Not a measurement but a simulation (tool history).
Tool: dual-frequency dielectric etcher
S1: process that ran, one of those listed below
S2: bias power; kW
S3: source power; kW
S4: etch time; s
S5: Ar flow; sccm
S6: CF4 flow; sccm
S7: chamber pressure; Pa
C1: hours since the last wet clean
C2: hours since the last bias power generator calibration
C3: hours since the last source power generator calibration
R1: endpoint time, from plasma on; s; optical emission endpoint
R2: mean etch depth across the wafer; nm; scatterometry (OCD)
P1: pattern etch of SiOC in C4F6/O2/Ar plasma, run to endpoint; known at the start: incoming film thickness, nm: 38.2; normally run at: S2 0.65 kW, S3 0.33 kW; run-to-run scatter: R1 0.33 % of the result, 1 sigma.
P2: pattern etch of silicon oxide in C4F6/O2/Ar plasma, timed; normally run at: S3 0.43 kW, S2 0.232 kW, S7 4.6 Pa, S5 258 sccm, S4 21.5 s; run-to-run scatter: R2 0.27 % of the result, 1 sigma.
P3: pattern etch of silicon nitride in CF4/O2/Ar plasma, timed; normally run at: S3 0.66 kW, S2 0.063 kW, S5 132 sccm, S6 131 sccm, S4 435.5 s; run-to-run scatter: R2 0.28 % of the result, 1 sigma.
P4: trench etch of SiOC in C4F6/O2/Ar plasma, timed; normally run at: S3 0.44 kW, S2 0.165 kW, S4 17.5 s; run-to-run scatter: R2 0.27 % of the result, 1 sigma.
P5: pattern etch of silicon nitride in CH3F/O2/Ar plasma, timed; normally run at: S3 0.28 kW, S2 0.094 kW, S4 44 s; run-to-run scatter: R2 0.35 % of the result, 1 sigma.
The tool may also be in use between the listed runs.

{"run": 1, "hour": 2.9, "S1": "P1", "S2": 0.65, "S3": 0.33, "C1": 222.3, "C2": 807.5, "C3": 993.5, "R1": 12.515}
{"run": 2, "hour": 5.9, "S1": "P5", "S2": 0.094, "S3": 0.36, "S4": 44, "C1": 225.3, "C2": 810.5, "C3": 996.5, "R2": 32.423}
{"run": 3, "hour": 10.3, "S1": "P3", "S2": 0.063, "S3": 0.66, "S4": 622.5, "S5": 132, "S6": 131, "C1": 229.7, "C2": 814.9, "C3": 1000.9, "R2": 1652.9}
{"run": 4, "hour": 14.6, "S1": "P2", "S2": 0.232, "S3": 0.43, "S4": 31.5, "S5": 258, "S7": 4.6, "C1": 234, "C2": 819.2, "C3": 1005.2, "R2": 111.23}
{"run": 5, "hour": 16.5, "S1": "P1", "S2": 0.65, "S3": 0.33, "C1": 235.9, "C2": 821.1, "C3": 1007.1, "R1": 12.577}
{"run": 6, "hour": 20.0, "S1": "P4", "S2": 0.165, "S3": 0.44, "S4": 17.5, "C1": 239.4, "C2": 824.6, "C3": 1010.6, "R2": 35.656}
{"run": 7, "hour": 22.0, "S1": "P3", "S2": 0.063, "S3": 0.66, "S4": 435.5, "S5": 132, "S6": 177, "C1": 241.4, "C2": 826.6, "C3": 1012.6, "R2": 1193.7}
{"run": 8, "hour": 24.8, "S1": "P1", "S2": 0.65, "S3": 0.33, "C1": 244.2, "C2": 829.4, "C3": 1015.4, "R1": 12.507}
{"hour": 27.7, "done": "wet clean of the chamber"}
{"run": 9, "hour": 28.5, "S1": "P5", "S2": 0.13, "S3": 0.28, "S4": 44, "C1": 0.9, "C2": 833.1, "C3": 1019.1, "R2": 33.459}
{"run": 10, "hour": 31.0, "S1": "P3", "S2": 0.063, "S3": 0.66, "S4": 435.5, "S5": 132, "S6": 131, "C1": 3.4, "C2": 835.6, "C3": 1021.6, "R2": 1158.4}
{"run": 11, "hour": 33.8, "S1": "P4", "S2": 0.165, "S3": 0.34, "S4": 17.5, "C1": 6.2, "C2": 838.4, "C3": 1024.4, "R2": 32.308}
{"run": 12, "hour": 37.5, "S1": "P1", "S2": 0.763, "S3": 0.42, "C1": 9.9, "C2": 842.1, "C3": 1028.1, "R1": 10.792}
{"run": 13, "hour": 40.9, "S1": "P1", "S2": 0.65, "S3": 0.24, "C1": 13.3, "C2": 845.5, "C3": 1031.5, "R1": 14.091}
{"run": 14, "hour": 44.9, "S1": "P5", "S2": 0.094, "S3": 0.28, "S4": 44, "C1": 17.3, "C2": 849.5, "C3": 1035.5, "R2": 29.542}
{"run": 15, "hour": 48.7, "S1": "P3", "S2": 0.063, "S3": 0.49, "S4": 435.5, "S5": 132, "S6": 131, "C1": 21.1, "C2": 853.3, "C3": 1039.3, "R2": 896.05}
{"run": 16, "hour": 52.2, "S1": "P3", "S2": 0.063, "S3": 0.66, "S4": 435.5, "S5": 167, "S6": 131, "C1": 24.6, "C2": 856.8, "C3": 1042.8, "R2": 1130.1}
{"run": 17, "hour": 55.4, "S1": "P1", "S2": 0.427, "S3": 0.44, "C1": 27.8, "C2": 860, "C3": 1046, "R1": 13.268}
{"run": 18, "hour": 58.4, "S1": "P3", "S2": 0.063, "S3": 0.66, "S4": 435.5, "S5": 132, "S6": 131, "C1": 30.8, "C2": 863, "C3": 1049, "R2": 1151.2}
{"run": 19, "hour": 62.1, "S1": "P1", "S2": 0.65, "S3": 0.33, "C1": 34.5, "C2": 866.7, "C3": 1052.7, "R1": 12.548}
{"run": 20, "hour": 66.1, "S1": "P1", "S2": 0.65, "S3": 0.33, "C1": 38.5, "C2": 870.7, "C3": 1056.7, "R1": 12.521}
{"run": 21, "hour": 69.0, "S1": "P2", "S2": 0.172, "S3": 0.43, "S4": 21.5, "S5": 258, "S7": 4.6, "C1": 41.4, "C2": 873.6, "C3": 1059.6, "R2": 69.066}
{"run": 22, "hour": 73.0, "S1": "P4", "S2": 0.165, "S3": 0.44, "S4": 10.5, "C1": 45.4, "C2": 877.6, "C3": 1063.6, "R2": 21.468}
{"run": 23, "hour": 75.2, "S1": "P1", "S2": 0.78, "S3": 0.43, "C1": 47.6, "C2": 879.8, "C3": 1065.8, "R1": 10.555}
{"run": 24, "hour": 79.5, "S1": "P3", "S2": 0.089, "S3": 0.66, "S4": 435.5, "S5": 132, "S6": 131, "C1": 51.9, "C2": 884.1, "C3": 1070.1, "R2": 1323.8}
{"run": 25, "hour": 82.5, "S1": "P1", "S2": 0.65, "S3": 0.33, "C1": 54.9, "C2": 887.1, "C3": 1073.1, "R1": 12.528}
{"run": 26, "hour": 84.8, "S1": "P2", "S2": 0.232, "S3": 0.28, "S4": 21.5, "S5": 258, "S7": 4.6, "C1": 57.2, "C2": 889.4, "C3": 1075.4, "R2": 64.425}
{"run": 27, "hour": 87.2, "S1": "P1", "S2": 0.65, "S3": 0.39, "C1": 59.6, "C2": 891.8, "C3": 1077.8, "R1": 11.735}
{"run": 28, "hour": 90.2, "S1": "P1", "S2": 0.463, "S3": 0.33, "C1": 62.6, "C2": 894.8, "C3": 1080.8, "R1": 14.224}
{"run": 29, "hour": 94.3, "S1": "P4", "S2": 0.115, "S3": 0.44, "S4": 17.5, "C1": 66.7, "C2": 898.9, "C3": 1084.9, "R2": 32.284}
{"run": 30, "hour": 98.3, "S1": "P2", "S2": 0.232, "S3": 0.43, "S4": 21.5, "S5": 258, "S7": 4.6, "C1": 70.7, "C2": 902.9, "C3": 1088.9, "R2": 76.103}
{"run": 31, "hour": 102.4, "S1": "P1", "S2": 0.873, "S3": 0.33, "C1": 74.8, "C2": 907, "C3": 1093, "R1": 11.166}
{"run": 32, "hour": 104.9, "S1": "P2", "S2": 0.232, "S3": 0.43, "S4": 21.5, "S5": 182, "S7": 4.6, "C1": 77.3, "C2": 909.5, "C3": 1095.5, "R2": 79.1}
{"run": 33, "hour": 107.9, "S1": "P5", "S2": 0.094, "S3": 0.28, "S4": 44, "C1": 80.3, "C2": 912.5, "C3": 1098.5, "R2": 29.674}
{"run": 34, "hour": 111.4, "S1": "P2", "S2": 0.232, "S3": 0.43, "S4": 21.5, "S5": 258, "S7": 3.67, "C1": 83.8, "C2": 916, "C3": 1102, "R2": 77.731}
{"run": 35, "hour": 115.2, "S1": "P5", "S2": 0.094, "S3": 0.28, "S4": 59, "C1": 87.6, "C2": 919.8, "C3": 1105.8, "R2": 39.743}
{"run": 36, "hour": 118.1, "S1": "P1", "S2": 0.65, "S3": 0.33, "C1": 90.5, "C2": 922.7, "C3": 1108.7, "R1": 12.433}
{"run": 37, "hour": 121.9, "S1": "P1", "S2": 0.65, "S3": 0.33, "C1": 94.3, "C2": 926.5, "C3": 1112.5, "R1": 12.491}
{"run": 38, "hour": 123.9, "S1": "P1", "S2": 0.65, "S3": 0.33, "C1": 96.3, "C2": 928.5, "C3": 1114.5, "R1": 12.385}
{"hour": 127.3, "done": "wet clean of the chamber"}
{"run": 39, "hour": 128.0, "S1": "P1", "S2": 0.65, "S3": 0.33, "C1": 0.8, "C2": 932.6, "C3": 1118.6, "R1": 12.309}
{"run": 40, "hour": 132.0, "S1": "P1", "S2": 0.65, "S3": 0.33, "C1": 4.8, "C2": 936.6, "C3": 1122.6, "R1": 12.282}
{"run": 41, "hour": 136.0, "S1": "P1", "S2": 0.65, "S3": 0.33, "C1": 8.8, "C2": 940.6, "C3": 1126.6, "R1": 12.334}
{"run": 42, "hour": 139.2, "S1": "P1", "S2": 0.65, "S3": 0.33, "C1": 12, "C2": 943.8, "C3": 1129.8, "R1": 12.273}
{"run": 43, "hour": 141.8, "S1": "P1", "S2": 0.65, "S3": 0.33, "C1": 14.6, "C2": 946.4, "C3": 1132.4, "R1": 12.304}

What P1 gives has crept away from where it was. These 2 causes fit the log equally well, each at the size given:
A: source power that arrives over what is set, % = 4.61
B: bias power that arrives over what is set, % = 4.29
The creep began at about hour 118.1.
Why every other cause is out:
chamber walls in a state that raises the etch rate, %: serviced at hour 127.3, which brought nothing back

4 check runs are offered, one wafer each, their results left as question marks. Which one tells the causes apart?
{"run": "check 1", "hour": 144.4, "S1": "P3", "S2": 0.086, "S3": 0.66, "S4": 619, "S5": 132, "S6": 131, "R2": "?"}
{"run": "check 2", "hour": 144.4, "S1": "P5", "S2": 0.094, "S3": 0.35, "S4": 44, "R2": "?"}
{"run": "check 3", "hour": 144.4, "S1": "P4", "S2": 0.165, "S3": 0.44, "S4": 11.5, "R2": "?"}
{"run": "check 4", "hour": 144.4, "S1": "P2", "S2": 0.232, "S3": 0.3, "S4": 29.5, "S5": 258, "S7": 4.6, "R2": "?"}

What each check would give under each cause:
check=check_1 result=R2 if_A=1931.6 if_B=1890
check=check_2 result=R2 if_A=32.698 if_B=32.653
check=check_3 result=R2 if_A=23.97 if_B=23.858
check=check_4 result=R2 if_A=92.339 if_B=92.072
How far apart the two closest causes lie, in the result that separates them most: check 1 2.18 %; check 2 0.14 %; check 3 0.47 %; check 4 0.29 %
Check 1 tells the causes apart: in the others they would give nearly the same result.

Check 1 was then run and gave: R2 1888.9 nm. Which cause is it?

It is B: bias power that arrives over what is set, %.
